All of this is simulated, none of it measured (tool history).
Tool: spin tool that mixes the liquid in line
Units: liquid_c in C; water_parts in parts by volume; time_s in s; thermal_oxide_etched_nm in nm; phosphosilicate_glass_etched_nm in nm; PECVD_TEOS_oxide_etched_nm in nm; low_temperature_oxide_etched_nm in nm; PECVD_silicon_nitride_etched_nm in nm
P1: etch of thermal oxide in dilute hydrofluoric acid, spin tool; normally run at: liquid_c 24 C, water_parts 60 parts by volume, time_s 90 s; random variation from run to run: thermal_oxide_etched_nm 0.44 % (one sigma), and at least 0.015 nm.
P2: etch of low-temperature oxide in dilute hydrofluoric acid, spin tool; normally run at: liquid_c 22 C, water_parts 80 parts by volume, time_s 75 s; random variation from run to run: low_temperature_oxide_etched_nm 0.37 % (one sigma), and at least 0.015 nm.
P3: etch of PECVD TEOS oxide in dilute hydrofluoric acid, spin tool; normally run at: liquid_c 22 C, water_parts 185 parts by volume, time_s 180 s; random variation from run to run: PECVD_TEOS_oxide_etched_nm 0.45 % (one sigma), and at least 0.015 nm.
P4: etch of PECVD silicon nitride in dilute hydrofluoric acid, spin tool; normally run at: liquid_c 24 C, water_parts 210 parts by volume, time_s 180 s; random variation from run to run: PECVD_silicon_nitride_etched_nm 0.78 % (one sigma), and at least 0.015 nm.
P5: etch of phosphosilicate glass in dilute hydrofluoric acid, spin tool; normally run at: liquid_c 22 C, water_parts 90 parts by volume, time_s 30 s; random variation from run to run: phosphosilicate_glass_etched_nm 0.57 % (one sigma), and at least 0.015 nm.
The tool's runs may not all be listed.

run   hour  process  liquid_c  water_parts  time_s  thermal_oxide_etched_nm  phosphosilicate_glass_etched_nm  PECVD_TEOS_oxide_etched_nm  low_temperature_oxide_etched_nm  PECVD_silicon_nitride_etched_nm
  1    5.8       P1        24           60      90                   7.3045
  2    9.8       P1        24           60      90                   7.3584
  3     14       P5        22           90      15                                                    17.248
  4   19.2       P1        24          105     155                   6.8477
  5     22       P1        24           60      15                   1.1996
  6   27.3       P1        24           60      90                    7.311
  7   30.1       P3        22          185     180                                                                                7.0977
  8     33       P1      17.5           60      90                   5.5909
  9   37.9       P1        28           60      90                   8.5925
 10   41.7       P2        22          110      75                                                                                                                 22.404
 11   46.1       P5        22           90      30                                                    34.913
 12   48.9       P1        18           95      90                   3.4439
 13   51.8       P1        24           60      90                   7.2944
 14   57.3       P3        22           45     180                                                                                34.364
 15   61.8       P2        17           80      75                                                                                                                 25.873
 16   67.4       P1        28           60     125                   11.938
 17   71.3       P4        24          210     180                                                                                                                                                  2.9521
 18   76.4       P3        22          185     180                                                                                7.0247
 19   81.5       P3        22          185     330                                                                                12.903
 20   87.3       P5        22          160      30                                                    18.184
 21   92.5       P1        24           30      90                   15.182
 22   96.6       P1        24          110      90                   3.7575
 23   99.2       P1        24           60     135                   10.978
 24    104       P5        17           90      30                                                    27.975
 25  109.1       P2        22           80      75                                                                                                                 31.776
 26  114.7       P4        24          210      15                                                                                                                                                 0.23556
 27  120.6       P4        24          345     180                                                                                                                                                  1.8174
 28  123.9       P2        22           80     145                                                                                                                 61.647
 29  126.8       P3        18          185     180                                                                                6.0702
 30    132       P1        24           60      90                   7.2891
 31  134.7       P4        29          210     180                                                                                                                                                  4.0769
 32  139.3       P5        22           90      30                                                    34.814
 33    145       P1        24           60      90                   7.3448
 34  148.4       P1        24           60      90                   7.0244
 35  152.1       P1        24           60      90                   6.9356
 36  157.3       P1        24           60      90                   6.7965
 37  161.8       P1        24           60      90                   6.8095
 38  165.3       P1        24           60      90                   6.8207
 39  168.6       P1        24           60      90                   6.8051

What P1 gives has crept away from where it was. These 2 causes fit the log equally well, each at the size given:
A: liquid colder than its thermometer reads (K) = 1.85
B: hydrofluoric acid flow below the setpoint (%) = 6.78
The creep began at about hour 145.

4 check runs are offered, each on 5 wafers whose results are averaged, their results left as question marks. Which one tells the causes apart?
check 1  171.9       P5        22          120      30                                                         ?
check 2  171.9       P3        22           50     320                                                                                     ?
check 3  171.9       P2        17           80     145                                                                                                                      ?
check 4  171.9       P4        28          210      80                                                                                                                                                       ?

What each check would give under each cause:
  check                           result    if A    if B
check 1  phosphosilicate_glass_etched_nm  23.384  23.248
check 2       PECVD_TEOS_oxide_etched_nm  50.226   50.38
check 3  low_temperature_oxide_etched_nm  46.009  46.155
check 4  PECVD_silicon_nitride_etched_nm  1.5213   1.587
How far apart the two closest causes lie, in the result that separates them most: check 1 0.58 %; check 2 0.31 %; check 3 0.32 %; check 4 4.23 %
Only check 4 tells the causes apart: in the others they would give nearly the same result.

Check 4 was then run and gave: PECVD_silicon_nitride_etched_nm 1.5987 nm. Which cause is it?

It is B: hydrofluoric acid flow below the setpoint (%).
